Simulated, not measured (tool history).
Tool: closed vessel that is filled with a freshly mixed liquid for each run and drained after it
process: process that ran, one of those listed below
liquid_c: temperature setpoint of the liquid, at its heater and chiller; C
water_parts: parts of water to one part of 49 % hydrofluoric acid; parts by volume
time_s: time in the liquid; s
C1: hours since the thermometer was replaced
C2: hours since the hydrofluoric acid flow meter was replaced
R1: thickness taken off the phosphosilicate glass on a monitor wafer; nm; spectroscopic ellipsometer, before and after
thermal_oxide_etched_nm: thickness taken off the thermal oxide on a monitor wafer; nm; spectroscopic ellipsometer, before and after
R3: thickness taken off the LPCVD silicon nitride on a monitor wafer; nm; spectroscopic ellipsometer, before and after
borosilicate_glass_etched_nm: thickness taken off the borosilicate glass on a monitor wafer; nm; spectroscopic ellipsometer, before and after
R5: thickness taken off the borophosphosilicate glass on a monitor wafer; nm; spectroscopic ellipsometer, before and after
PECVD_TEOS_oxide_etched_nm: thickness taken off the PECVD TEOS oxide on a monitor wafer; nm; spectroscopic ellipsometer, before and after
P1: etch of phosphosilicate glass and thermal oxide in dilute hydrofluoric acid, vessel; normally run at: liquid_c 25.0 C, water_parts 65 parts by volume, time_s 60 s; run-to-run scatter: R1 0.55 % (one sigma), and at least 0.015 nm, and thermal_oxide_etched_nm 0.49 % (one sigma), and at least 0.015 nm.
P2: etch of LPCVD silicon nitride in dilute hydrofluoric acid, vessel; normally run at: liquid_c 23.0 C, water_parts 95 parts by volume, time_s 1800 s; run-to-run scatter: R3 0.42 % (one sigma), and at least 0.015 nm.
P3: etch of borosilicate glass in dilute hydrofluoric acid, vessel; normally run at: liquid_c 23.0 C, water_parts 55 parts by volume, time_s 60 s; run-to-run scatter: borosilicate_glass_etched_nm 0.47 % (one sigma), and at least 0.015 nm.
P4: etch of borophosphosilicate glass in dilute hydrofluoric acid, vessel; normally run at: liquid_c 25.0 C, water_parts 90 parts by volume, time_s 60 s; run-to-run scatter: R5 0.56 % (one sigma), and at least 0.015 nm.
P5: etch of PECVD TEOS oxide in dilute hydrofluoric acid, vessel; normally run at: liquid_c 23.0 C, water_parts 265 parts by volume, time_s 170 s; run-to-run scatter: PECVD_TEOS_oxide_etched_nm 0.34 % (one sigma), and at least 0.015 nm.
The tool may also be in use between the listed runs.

Run 1, hour 9.4: process P1, liquid_c 25.0 C, water_parts 65 parts by volume, time_s 60 s; C1 683.4; C2 839.2. Result: R1 197.620 nm, thermal_oxide_etched_nm 4.4521 nm.
Run 2, hour 18.3: process P2, liquid_c 23.0 C, water_parts 95 parts by volume, time_s 320 s; C1 692.3; C2 848.1. Result: R3 1.5731 nm.
Run 3, hour 30.7: process P1, liquid_c 25.0 C, water_parts 65 parts by volume, time_s 60 s; C1 704.7; C2 860.5. Result: R1 197.830 nm, thermal_oxide_etched_nm 4.4567 nm.
Run 4, hour 39.2: process P3, liquid_c 23.0 C, water_parts 55 parts by volume, time_s 60 s; C1 713.2; C2 869.0. Result: borosilicate_glass_etched_nm 20.334 nm.
Run 5, hour 49.2: process P4, liquid_c 25.0 C, water_parts 145 parts by volume, time_s 60 s; C1 723.2; C2 879.0. Result: R5 14.561 nm.
Run 6, hour 58.2: process P4, liquid_c 33.0 C, water_parts 90 parts by volume, time_s 60 s; C1 732.2; C2 888.0. Result: R5 34.071 nm.
Run 7, hour 64.9: process P5, liquid_c 23.0 C, water_parts 265 parts by volume, time_s 170 s; C1 738.9; C2 894.7. Result: PECVD_TEOS_oxide_etched_nm 11.0140 nm.
Run 8, hour 76.2: process P4, liquid_c 25.0 C, water_parts 90 parts by volume, time_s 60 s; C1 750.2; C2 906.0. Result: R5 24.991 nm.
Run 9, hour 84.6: process P1, liquid_c 25.0 C, water_parts 95 parts by volume, time_s 60 s; C1 758.6; C2 914.4. Result: R1 131.020 nm, thermal_oxide_etched_nm 2.9167 nm.
Run 10, hour 93.8: process P3, liquid_c 23.0 C, water_parts 25 parts by volume, time_s 60 s; C1 767.8; C2 923.6. Result: borosilicate_glass_etched_nm 46.312 nm.
Run 11, hour 101.4: process P2, liquid_c 28.5 C, water_parts 95 parts by volume, time_s 1800 s; C1 775.4; C2 931.2. Result: R3 12.6870 nm.
Run 12, hour 115.4: process P1, liquid_c 25.0 C, water_parts 65 parts by volume, time_s 60 s; C1 789.4; C2 945.2. Result: R1 200.500 nm, thermal_oxide_etched_nm 4.4788 nm.
At hour 122.8: hydrofluoric acid flow meter replaced.
Run 13, hour 125.6: process P2, liquid_c 23.0 C, water_parts 175 parts by volume, time_s 1800 s; C1 799.6; C2 2.8. Result: R3 4.8996 nm.
Run 14, hour 134.5: process P3, liquid_c 23.0 C, water_parts 55 parts by volume, time_s 60 s; C1 808.5; C2 11.7. Result: borosilicate_glass_etched_nm 20.411 nm.
Run 15, hour 149.2: process P4, liquid_c 25.0 C, water_parts 90 parts by volume, time_s 60 s; C1 823.2; C2 26.4. Result: R5 24.763 nm.
Run 16, hour 156.9: process P1, liquid_c 17.0 C, water_parts 65 parts by volume, time_s 60 s; C1 830.9; C2 34.1. Result: R1 141.890 nm, thermal_oxide_etched_nm 3.1936 nm.
Run 17, hour 166.0: process P5, liquid_c 23.0 C, water_parts 70 parts by volume, time_s 170 s; C1 840.0; C2 43.2. Result: PECVD_TEOS_oxide_etched_nm 51.1500 nm.
Run 18, hour 178.1: process P3, liquid_c 23.0 C, water_parts 55 parts by volume, time_s 30 s; C1 852.1; C2 55.3. Result: borosilicate_glass_etched_nm 10.229 nm.
Run 19, hour 189.2: process P4, liquid_c 25.0 C, water_parts 90 parts by volume, time_s 110 s; C1 863.2; C2 66.4. Result: R5 45.655 nm.
Run 20, hour 199.1: process P5, liquid_c 23.0 C, water_parts 265 parts by volume, time_s 260 s; C1 873.1; C2 76.3. Result: PECVD_TEOS_oxide_etched_nm 16.8460 nm.
Run 21, hour 210.3: process P1, liquid_c 25.0 C, water_parts 65 parts by volume, time_s 60 s; C1 884.3; C2 87.5. Result: R1 201.850 nm, thermal_oxide_etched_nm 4.4540 nm.
Run 22, hour 217.7: process P1, liquid_c 25.0 C, water_parts 65 parts by volume, time_s 60 s; C1 891.7; C2 94.9. Result: R1 198.470 nm, thermal_oxide_etched_nm 4.4536 nm.
Run 23, hour 226.7: process P1, liquid_c 25.0 C, water_parts 65 parts by volume, time_s 30 s; C1 900.7; C2 103.9. Result: R1 99.547 nm, thermal_oxide_etched_nm 2.2287 nm.
Run 24, hour 240.3: process P1, liquid_c 18.5 C, water_parts 65 parts by volume, time_s 110 s; C1 914.3; C2 117.5. Result: R1 279.940 nm, thermal_oxide_etched_nm 6.2819 nm.
Run 25, hour 253.6: process P1, liquid_c 25.0 C, water_parts 20 parts by volume, time_s 60 s; C1 927.6; C2 130.8. Result: R1 687.080 nm, thermal_oxide_etched_nm 15.5360 nm.
Run 26, hour 264.9: process P5, liquid_c 17.0 C, water_parts 265 parts by volume, time_s 170 s; C1 938.9; C2 142.1. Result: PECVD_TEOS_oxide_etched_nm 8.7534 nm.
Run 27, hour 278.3: process P1, liquid_c 25.0 C, water_parts 65 parts by volume, time_s 60 s; C1 952.3; C2 155.5. Result: R1 198.500 nm, thermal_oxide_etched_nm 4.4904 nm.
Run 28, hour 288.3: process P2, liquid_c 23.0 C, water_parts 95 parts by volume, time_s 1800 s; C1 962.3; C2 165.5. Result: R3 8.8215 nm.
Run 29, hour 299.6: process P1, liquid_c 17.5 C, water_parts 65 parts by volume, time_s 30 s; C1 973.6; C2 176.8. Result: R1 72.391 nm, thermal_oxide_etched_nm 1.6278 nm.
Run 30, hour 314.4: process P1, liquid_c 25.0 C, water_parts 65 parts by volume, time_s 60 s; C1 988.4; C2 191.6. Result: R1 198.700 nm, thermal_oxide_etched_nm 4.4581 nm.
Run 31, hour 323.0: process P3, liquid_c 17.0 C, water_parts 55 parts by volume, time_s 60 s; C1 997.0; C2 200.2. Result: borosilicate_glass_etched_nm 15.847 nm.
Run 32, hour 332.9: process P1, liquid_c 25.0 C, water_parts 65 parts by volume, time_s 105 s; C1 1006.9; C2 210.1. Result: R1 351.610 nm, thermal_oxide_etched_nm 7.8803 nm.
Run 33, hour 346.3: process P1, liquid_c 32.0 C, water_parts 65 parts by volume, time_s 60 s; C1 1020.3; C2 223.5. Result: R1 261.890 nm, thermal_oxide_etched_nm 5.8213 nm.
Run 34, hour 356.4: process P5, liquid_c 23.0 C, water_parts 265 parts by volume, time_s 170 s; C1 1030.4; C2 233.6. Result: PECVD_TEOS_oxide_etched_nm 10.9330 nm.
Run 35, hour 368.5: process P1, liquid_c 25.0 C, water_parts 65 parts by volume, time_s 60 s; C1 1042.5; C2 245.7. Result: R1 198.540 nm, thermal_oxide_etched_nm 4.4662 nm.
Run 36, hour 381.3: process P1, liquid_c 25.0 C, water_parts 65 parts by volume, time_s 60 s; C1 1055.3; C2 258.5. Result: R1 207.910 nm, thermal_oxide_etched_nm 4.5776 nm.
Run 37, hour 393.1: process P1, liquid_c 25.0 C, water_parts 65 parts by volume, time_s 60 s; C1 1067.1; C2 270.3. Result: R1 209.550 nm, thermal_oxide_etched_nm 4.6836 nm.
Run 38, hour 407.0: process P1, liquid_c 25.0 C, water_parts 65 parts by volume, time_s 60 s; C1 1081.0; C2 284.2. Result: R1 211.950 nm, thermal_oxide_etched_nm 4.7062 nm.
Run 39, hour 419.0: process P1, liquid_c 25.0 C, water_parts 65 parts by volume, time_s 60 s; C1 1093.0; C2 296.2. Result: R1 212.250 nm, thermal_oxide_etched_nm 4.7845 nm.
Run 40, hour 428.9: process P1, liquid_c 25.0 C, water_parts 65 parts by volume, time_s 60 s; C1 1102.9; C2 306.1. Result: R1 213.770 nm, thermal_oxide_etched_nm 4.7597 nm.
Run 41, hour 436.4: process P1, liquid_c 25.0 C, water_parts 65 parts by volume, time_s 60 s; C1 1110.4; C2 313.6. Result: R1 213.670 nm, thermal_oxide_etched_nm 4.7340 nm.
Run 42, hour 448.5: process P1, liquid_c 25.0 C, water_parts 65 parts by volume, time_s 60 s; C1 1122.5; C2 325.7. Result: R1 214.800 nm, thermal_oxide_etched_nm 4.7617 nm.
Run 43, hour 460.2: process P1, liquid_c 25.0 C, water_parts 65 parts by volume, time_s 60 s; C1 1134.2; C2 337.4. Result: R1 215.140 nm, thermal_oxide_etched_nm 4.8110 nm.

What P1 gives has crept away from where it was. These 2 causes fit the log equally well, each at the size given:
A: hydrofluoric acid flow above the setpoint (%) = 6.83
B: liquid hotter than its thermometer reads (K) = 1.79
The creep began at about hour 368.5.

4 check runs are offered, one wafer each, their results left as question marks. Which one tells the causes apart?
Run check 1, hour 471.9: process P2, liquid_c 23.0 C, water_parts 170 parts by volume, time_s 1800 s. Result: R3 ?.
Run check 2, hour 471.9: process P4, liquid_c 29.5 C, water_parts 130 parts by volume, time_s 60 s. Result: R5 ?.
Run check 3, hour 471.9: process P3, liquid_c 18.5 C, water_parts 55 parts by volume, time_s 60 s. Result: borosilicate_glass_etched_nm ?.
Run check 4, hour 471.9: process P5, liquid_c 17.0 C, water_parts 130 parts by volume, time_s 170 s. Result: PECVD_TEOS_oxide_etched_nm ?.

What each check would give under each cause:
  check                        result     if A     if B
check 1                            R3   5.3486   5.6203
check 2                            R5   20.993   20.742
check 3  borosilicate_glass_etched_nm   18.137   18.245
check 4    PECVD_TEOS_oxide_etched_nm  21.7680  21.7510
How far apart the two closest causes lie, in the result that separates them most: check 1 4.95 %; check 2 1.21 %; check 3 0.59 %; check 4 0.08 %
Only check 1 tells the causes apart: in the others they would give nearly the same result.

Then check 1 was run and gave: R3 5.6317 nm. Which cause is it?

It is B: liquid hotter than its thermometer reads (K).
